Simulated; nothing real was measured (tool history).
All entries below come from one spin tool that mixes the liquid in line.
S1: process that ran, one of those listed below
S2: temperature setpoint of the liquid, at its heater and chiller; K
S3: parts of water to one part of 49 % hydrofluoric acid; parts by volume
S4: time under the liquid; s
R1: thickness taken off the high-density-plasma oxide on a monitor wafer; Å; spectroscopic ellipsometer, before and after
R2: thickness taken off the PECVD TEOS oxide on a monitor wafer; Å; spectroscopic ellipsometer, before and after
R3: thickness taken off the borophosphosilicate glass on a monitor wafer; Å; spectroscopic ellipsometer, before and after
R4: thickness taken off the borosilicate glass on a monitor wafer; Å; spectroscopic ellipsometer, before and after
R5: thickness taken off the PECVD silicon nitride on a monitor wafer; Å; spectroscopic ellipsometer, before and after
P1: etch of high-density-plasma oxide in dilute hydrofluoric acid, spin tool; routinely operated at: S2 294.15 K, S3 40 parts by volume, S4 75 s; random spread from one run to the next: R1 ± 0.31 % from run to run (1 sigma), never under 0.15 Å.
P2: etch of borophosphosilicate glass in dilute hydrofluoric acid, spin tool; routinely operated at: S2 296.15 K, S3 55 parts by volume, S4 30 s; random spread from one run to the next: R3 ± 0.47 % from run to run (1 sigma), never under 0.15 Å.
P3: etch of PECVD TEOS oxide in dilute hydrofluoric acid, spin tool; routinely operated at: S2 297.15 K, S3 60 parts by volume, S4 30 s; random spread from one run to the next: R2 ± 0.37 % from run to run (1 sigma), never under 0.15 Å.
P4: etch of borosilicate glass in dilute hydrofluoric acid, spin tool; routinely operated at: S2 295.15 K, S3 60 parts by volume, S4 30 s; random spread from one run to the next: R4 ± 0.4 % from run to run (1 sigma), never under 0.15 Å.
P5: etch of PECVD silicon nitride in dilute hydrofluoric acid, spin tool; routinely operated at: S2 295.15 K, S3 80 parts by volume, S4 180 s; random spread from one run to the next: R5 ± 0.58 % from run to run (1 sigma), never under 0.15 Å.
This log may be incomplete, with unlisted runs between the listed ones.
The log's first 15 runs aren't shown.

run   hour  S1      S2   S3   S4       R1      R2      R3      R4      R5
 16  146.0  P2  296.15  105   30                   109.75
 17  155.2  P4  295.15   60   15                           112.75
 18  161.6  P5  295.15   80  275                                   65.088
 19  174.3  P3  297.15   60   15           71.135
 20  187.1  P1  294.15   40   75  111.240
 21  200.2  P1  294.15   40  130  192.890
 22  212.9  P1  299.15   20   75  282.260
 23  220.1  P1  294.15   40   75  111.080
 24  230.9  P1  290.15   40   75   93.646
 25  244.8  P5  302.65   80  180                                   69.287
 26  253.5  P5  295.15   80  180                                   41.708
 27  263.5  P5  295.15  110  180                                   30.716
 28  277.2  P1  294.15   60   75   72.448

What will run 29 give?
 29  287.9  P4  295.15  85  30               ?

R4: 154.57 Å
